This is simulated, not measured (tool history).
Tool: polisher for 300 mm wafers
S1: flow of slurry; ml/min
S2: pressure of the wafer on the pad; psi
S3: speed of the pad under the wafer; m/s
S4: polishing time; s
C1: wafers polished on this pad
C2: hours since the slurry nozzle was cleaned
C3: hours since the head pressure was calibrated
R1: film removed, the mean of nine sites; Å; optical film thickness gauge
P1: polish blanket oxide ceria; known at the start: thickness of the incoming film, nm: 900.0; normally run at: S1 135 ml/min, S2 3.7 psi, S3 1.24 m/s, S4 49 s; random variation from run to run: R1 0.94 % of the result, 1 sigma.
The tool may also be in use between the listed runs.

{"run": 1, "hour": 6.5, "S1": 135, "S2": 3.7, "S3": 1.24, "S4": 49, "C1": 362, "C2": 237.7, "C3": 225.0, "R1": 3509.8}
{"run": 2, "hour": 10.0, "S1": 135, "S2": 3.7, "S3": 1.24, "S4": 49, "C1": 405, "C2": 241.2, "C3": 228.5, "R1": 3487.6}
{"run": 3, "hour": 13.6, "S1": 135, "S2": 3.7, "S3": 1.24, "S4": 75, "C1": 448, "C2": 244.8, "C3": 232.1, "R1": 5390.1}
{"run": 4, "hour": 19.9, "S1": 190, "S2": 3.7, "S3": 1.24, "S4": 49, "C1": 524, "C2": 251.1, "C3": 238.4, "R1": 3683.5}
{"run": 5, "hour": 25.7, "S1": 135, "S2": 3.7, "S3": 1.96, "S4": 49, "C1": 594, "C2": 256.9, "C3": 244.2, "R1": 5532.8}
{"run": 6, "hour": 33.3, "S1": 80, "S2": 3.7, "S3": 1.24, "S4": 49, "C1": 686, "C2": 264.5, "C3": 251.8, "R1": 3091.1}
{"run": 7, "hour": 37.8, "S1": 135, "S2": 3.7, "S3": 1.24, "S4": 49, "C1": 740, "C2": 269.0, "C3": 256.3, "R1": 3485.2}
{"run": 8, "hour": 43.0, "S1": 135, "S2": 3.7, "S3": 0.74, "S4": 49, "C1": 803, "C2": 274.2, "C3": 261.5, "R1": 2089.5}
{"run": 9, "hour": 49.1, "S1": 135, "S2": 5.6, "S3": 0.84, "S4": 49, "C1": 877, "C2": 280.3, "C3": 267.6, "R1": 3569.7}
{"run": 10, "hour": 52.5, "S1": 135, "S2": 3.7, "S3": 1.24, "S4": 49, "C1": 918, "C2": 283.7, "C3": 271.0, "R1": 3482.9}
{"run": 11, "hour": 59.7, "S1": 100, "S2": 2.8, "S3": 1.24, "S4": 49, "C1": 1005, "C2": 290.9, "C3": 278.2, "R1": 2504.3}
{"run": 12, "hour": 66.2, "S1": 135, "S2": 1.7, "S3": 1.24, "S4": 49, "C1": 1083, "C2": 297.4, "C3": 284.7, "R1": 1602.3}
{"run": 13, "hour": 73.8, "S1": 135, "S2": 3.7, "S3": 1.24, "S4": 33, "C1": 1175, "C2": 305.0, "C3": 292.3, "R1": 2341.8}
{"run": 14, "hour": 77.1, "S1": 135, "S2": 5.0, "S3": 1.24, "S4": 49, "C1": 1215, "C2": 308.3, "C3": 295.6, "R1": 4706.5}
{"run": 15, "hour": 81.5, "S1": 135, "S2": 3.7, "S3": 0.92, "S4": 27, "C1": 1268, "C2": 312.7, "C3": 300.0, "R1": 1394.8}
{"run": 16, "hour": 88.9, "S1": 135, "S2": 3.7, "S3": 1.24, "S4": 49, "C1": 1357, "C2": 320.1, "C3": 307.4, "R1": 3461.6}
{"run": 17, "hour": 96.2, "S1": 135, "S2": 3.7, "S3": 1.24, "S4": 49, "C1": 1445, "C2": 327.4, "C3": 314.7, "R1": 3312.9}
{"run": 18, "hour": 102.2, "S1": 135, "S2": 3.7, "S3": 1.24, "S4": 49, "C1": 1518, "C2": 333.4, "C3": 320.7, "R1": 3266.0}
{"run": 19, "hour": 109.4, "S1": 135, "S2": 3.7, "S3": 1.24, "S4": 49, "C1": 1605, "C2": 340.6, "C3": 327.9, "R1": 3278.8}

Forecast run 20:
{"run": 20, "hour": 114.2, "S1": 135, "S2": 3.7, "S3": 1.24, "S4": 49, "C1": 1663, "C2": 345.4, "C3": 332.7, "R1": "?"}

Run 20 gave R1 3264.8 Å.
